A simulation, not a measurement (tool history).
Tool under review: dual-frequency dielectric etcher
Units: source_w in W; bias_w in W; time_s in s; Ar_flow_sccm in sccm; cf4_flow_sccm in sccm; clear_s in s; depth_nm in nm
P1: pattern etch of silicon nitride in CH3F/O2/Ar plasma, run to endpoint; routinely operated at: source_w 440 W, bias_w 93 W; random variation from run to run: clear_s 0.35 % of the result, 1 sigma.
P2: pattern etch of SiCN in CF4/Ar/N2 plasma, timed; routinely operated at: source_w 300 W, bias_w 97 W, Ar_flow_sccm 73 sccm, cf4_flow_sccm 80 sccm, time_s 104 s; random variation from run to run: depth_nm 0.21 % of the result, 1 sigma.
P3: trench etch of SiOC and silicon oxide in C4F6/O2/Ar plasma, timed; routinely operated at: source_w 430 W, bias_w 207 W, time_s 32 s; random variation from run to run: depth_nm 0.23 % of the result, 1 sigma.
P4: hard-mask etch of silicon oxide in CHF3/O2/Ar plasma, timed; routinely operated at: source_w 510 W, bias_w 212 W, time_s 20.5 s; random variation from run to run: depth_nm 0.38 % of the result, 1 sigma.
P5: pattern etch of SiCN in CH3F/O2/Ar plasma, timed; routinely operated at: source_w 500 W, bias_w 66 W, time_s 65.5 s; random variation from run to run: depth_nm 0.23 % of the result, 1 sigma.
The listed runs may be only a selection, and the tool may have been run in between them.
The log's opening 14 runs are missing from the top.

run 15 day=2.554 | process=P2 source_w=300 bias_w=124 time_s=104 Ar_flow_sccm=73 cf4_flow_sccm=80 | depth_nm=79.318
-- day=2.721 wet clean of the chamber
run 16 day=2.788 | process=P2 source_w=300 bias_w=97 time_s=154 Ar_flow_sccm=73 cf4_flow_sccm=80 | depth_nm=107.13
run 17 day=3.004 | process=P5 source_w=500 bias_w=44 time_s=65.5 | depth_nm=23.057
run 18 day=3.167 | process=P1 source_w=440 bias_w=93 | clear_s=40.342
run 19 day=3.271 | process=P1 source_w=440 bias_w=93 | clear_s=40.718
run 20 day=3.467 | process=P2 source_w=200 bias_w=97 time_s=104 Ar_flow_sccm=73 cf4_flow_sccm=80 | depth_nm=50.751
run 21 day=3.671 | process=P1 source_w=580 bias_w=93 | clear_s=36.718
run 22 day=3.808 | process=P5 source_w=500 bias_w=66 time_s=65.5 | depth_nm=26.312
run 23 day=3.946 | process=P3 source_w=430 bias_w=207 time_s=32 | depth_nm=67.495
-- day=4 bias power generator calibrated
run 24 day=4.15 | process=P4 source_w=370 bias_w=212 time_s=20.5 | depth_nm=35.55
run 25 day=4.304 | process=P1 source_w=440 bias_w=60 | clear_s=47.05
run 26 day=4.417 | process=P2 source_w=300 bias_w=97 time_s=104 Ar_flow_sccm=73 cf4_flow_sccm=110 | depth_nm=74.68
run 27 day=4.554 | process=P4 source_w=510 bias_w=212 time_s=20.5 | depth_nm=40.331
run 28 day=4.75 | process=P3 source_w=430 bias_w=207 time_s=45.5 | depth_nm=96.47
run 29 day=4.892 | process=P5 source_w=600 bias_w=66 time_s=65.5 | depth_nm=28.117
run 30 day=5.083 | process=P1 source_w=440 bias_w=113 | clear_s=37.65

What will run 31 give?
run 31 day=5.317 | process=P1 source_w=440 bias_w=93 | clear_s=?

{"run 31": {"clear_s": 40.313}}
